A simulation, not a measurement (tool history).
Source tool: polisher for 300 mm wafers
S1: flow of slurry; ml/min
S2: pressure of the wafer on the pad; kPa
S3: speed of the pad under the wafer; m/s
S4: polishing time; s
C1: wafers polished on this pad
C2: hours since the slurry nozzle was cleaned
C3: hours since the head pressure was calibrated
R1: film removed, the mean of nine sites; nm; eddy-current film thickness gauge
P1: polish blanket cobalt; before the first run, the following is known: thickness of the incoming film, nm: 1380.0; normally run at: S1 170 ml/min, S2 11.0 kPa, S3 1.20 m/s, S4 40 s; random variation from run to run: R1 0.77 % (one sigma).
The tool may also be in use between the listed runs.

{"run": 1, "hour": 3.7, "S1": 170, "S2": 11.0, "S3": 1.2, "S4": 40, "C1": 510, "C2": 90.3, "C3": 526.7, "R1": 225.88}
{"run": 2, "hour": 7.7, "S1": 220, "S2": 11.0, "S3": 1.2, "S4": 40, "C1": 554, "C2": 94.3, "C3": 530.7, "R1": 231.54}
{"run": 3, "hour": 12.3, "S1": 170, "S2": 16.5, "S3": 1.2, "S4": 40, "C1": 606, "C2": 98.9, "C3": 535.3, "R1": 337.76}
{"hour": 14.3, "done": "head pressure recalibrated"}
{"run": 4, "hour": 18.2, "S1": 170, "S2": 11.0, "S3": 1.2, "S4": 40, "C1": 672, "C2": 104.8, "C3": 3.9, "R1": 225.52}
{"run": 5, "hour": 23.0, "S1": 170, "S2": 11.0, "S3": 1.2, "S4": 40, "C1": 725, "C2": 109.6, "C3": 8.7, "R1": 224.96}
{"run": 6, "hour": 28.4, "S1": 170, "S2": 11.0, "S3": 1.2, "S4": 40, "C1": 786, "C2": 115.0, "C3": 14.1, "R1": 223.43}
{"run": 7, "hour": 34.5, "S1": 130, "S2": 11.0, "S3": 1.7, "S4": 40, "C1": 854, "C2": 121.1, "C3": 20.2, "R1": 304.77}
{"run": 8, "hour": 38.2, "S1": 170, "S2": 11.0, "S3": 1.2, "S4": 21, "C1": 895, "C2": 124.8, "C3": 23.9, "R1": 118.41}
{"run": 9, "hour": 41.9, "S1": 100, "S2": 11.0, "S3": 1.2, "S4": 40, "C1": 936, "C2": 128.5, "C3": 27.6, "R1": 200.66}
{"run": 10, "hour": 44.8, "S1": 170, "S2": 11.0, "S3": 1.2, "S4": 60, "C1": 969, "C2": 131.4, "C3": 30.5, "R1": 331.64}
{"run": 11, "hour": 49.9, "S1": 170, "S2": 11.0, "S3": 1.74, "S4": 40, "C1": 1026, "C2": 136.5, "C3": 35.6, "R1": 324.59}
{"run": 12, "hour": 55.5, "S1": 100, "S2": 11.0, "S3": 0.64, "S4": 40, "C1": 1088, "C2": 142.1, "C3": 41.2, "R1": 106.85}
{"run": 13, "hour": 61.1, "S1": 170, "S2": 5.5, "S3": 1.2, "S4": 40, "C1": 1151, "C2": 147.7, "C3": 46.8, "R1": 111.51}
{"run": 14, "hour": 66.8, "S1": 170, "S2": 11.0, "S3": 0.7, "S4": 40, "C1": 1214, "C2": 153.4, "C3": 52.5, "R1": 130.13}
{"run": 15, "hour": 72.0, "S1": 170, "S2": 11.0, "S3": 1.2, "S4": 40, "C1": 1272, "C2": 158.6, "C3": 57.7, "R1": 223.52}
{"run": 16, "hour": 77.2, "S1": 170, "S2": 11.0, "S3": 1.2, "S4": 40, "C1": 1330, "C2": 163.8, "C3": 62.9, "R1": 224.71}
{"run": 17, "hour": 82.0, "S1": 170, "S2": 11.0, "S3": 1.2, "S4": 40, "C1": 1384, "C2": 168.6, "C3": 67.7, "R1": 215.04}
{"run": 18, "hour": 84.7, "S1": 170, "S2": 11.0, "S3": 1.2, "S4": 40, "C1": 1414, "C2": 171.3, "C3": 70.4, "R1": 213.14}
{"run": 19, "hour": 87.7, "S1": 170, "S2": 11.0, "S3": 1.2, "S4": 40, "C1": 1448, "C2": 174.3, "C3": 73.4, "R1": 207.56}
{"run": 20, "hour": 91.2, "S1": 170, "S2": 11.0, "S3": 1.2, "S4": 40, "C1": 1487, "C2": 177.8, "C3": 76.9, "R1": 207.52}
{"run": 21, "hour": 95.0, "S1": 170, "S2": 11.0, "S3": 1.2, "S4": 40, "C1": 1529, "C2": 181.6, "C3": 80.7, "R1": 207.44}
{"hour": 95.3, "done": "worn pad replaced by a new one"}
{"run": 22, "hour": 100.0, "S1": 170, "S2": 11.0, "S3": 1.2, "S4": 40, "C1": 52, "C2": 186.6, "C3": 85.7, "R1": 207.39}
{"run": 23, "hour": 103.6, "S1": 170, "S2": 11.0, "S3": 1.2, "S4": 40, "C1": 93, "C2": 190.2, "C3": 89.3, "R1": 205.99}
{"run": 24, "hour": 108.0, "S1": 170, "S2": 11.0, "S3": 1.2, "S4": 40, "C1": 142, "C2": 194.6, "C3": 93.7, "R1": 204.45}
{"run": 25, "hour": 111.1, "S1": 170, "S2": 11.0, "S3": 1.2, "S4": 40, "C1": 176, "C2": 197.7, "C3": 96.8, "R1": 205.57}

Compared with where it was, what P1 gives has crept away. Each cause listed below fits the log as well as the rest, at the size given for it:
A: slurry flow missing at the pad, % = 37.7
B: head's pressure below its setpoint, % = 8.78
Onset of the creep was near hour 77.2.
The rest of the possible causes, and what rules out each one:
removal rate lost through wear of the pad, %: serviced at hour 95.3, after the change had begun; the process did not return to its earlier output

The list below offers 4 check runs, each averaging the results of 2 wafers, and shows each result as a question mark. For which of them would the listed causes give clearly different results?
{"run": "check 1", "hour": 114.2, "S1": 170, "S2": 15.9, "S3": 1.2, "S4": 40, "R1": "?"}
{"run": "check 2", "hour": 114.2, "S1": 105, "S2": 11.0, "S3": 1.2, "S4": 40, "R1": "?"}
{"run": "check 3", "hour": 114.2, "S1": 170, "S2": 11.0, "S3": 1.2, "S4": 58, "R1": "?"}
{"run": "check 4", "hour": 114.2, "S1": 170, "S2": 11.0, "S3": 0.7, "S4": 40, "R1": "?"}

Outcome of each check run for each possible cause:
check=check_1 result=R1 if_A=294.47 if_B=294.49
check=check_2 result=R1 if_A=177.58 if_B=186.48
check=check_3 result=R1 if_A=297.03 if_B=297.05
check=check_4 result=R1 if_A=119.49 if_B=119.50
Gap, in per cent, between the two causes that each check separates least, read from the result that separates them most: check 1 0.01 %; check 2 4.89 %; check 3 0.01 %; check 4 0.01 %
The other checks would show nearly matching results whichever cause is true, so check 2 is the only one that separates the causes.

Check 2 was carried out, with these results: R1 186.34 nm. Which of the listed causes is responsible?

The cause is B: head's pressure below its setpoint, %.

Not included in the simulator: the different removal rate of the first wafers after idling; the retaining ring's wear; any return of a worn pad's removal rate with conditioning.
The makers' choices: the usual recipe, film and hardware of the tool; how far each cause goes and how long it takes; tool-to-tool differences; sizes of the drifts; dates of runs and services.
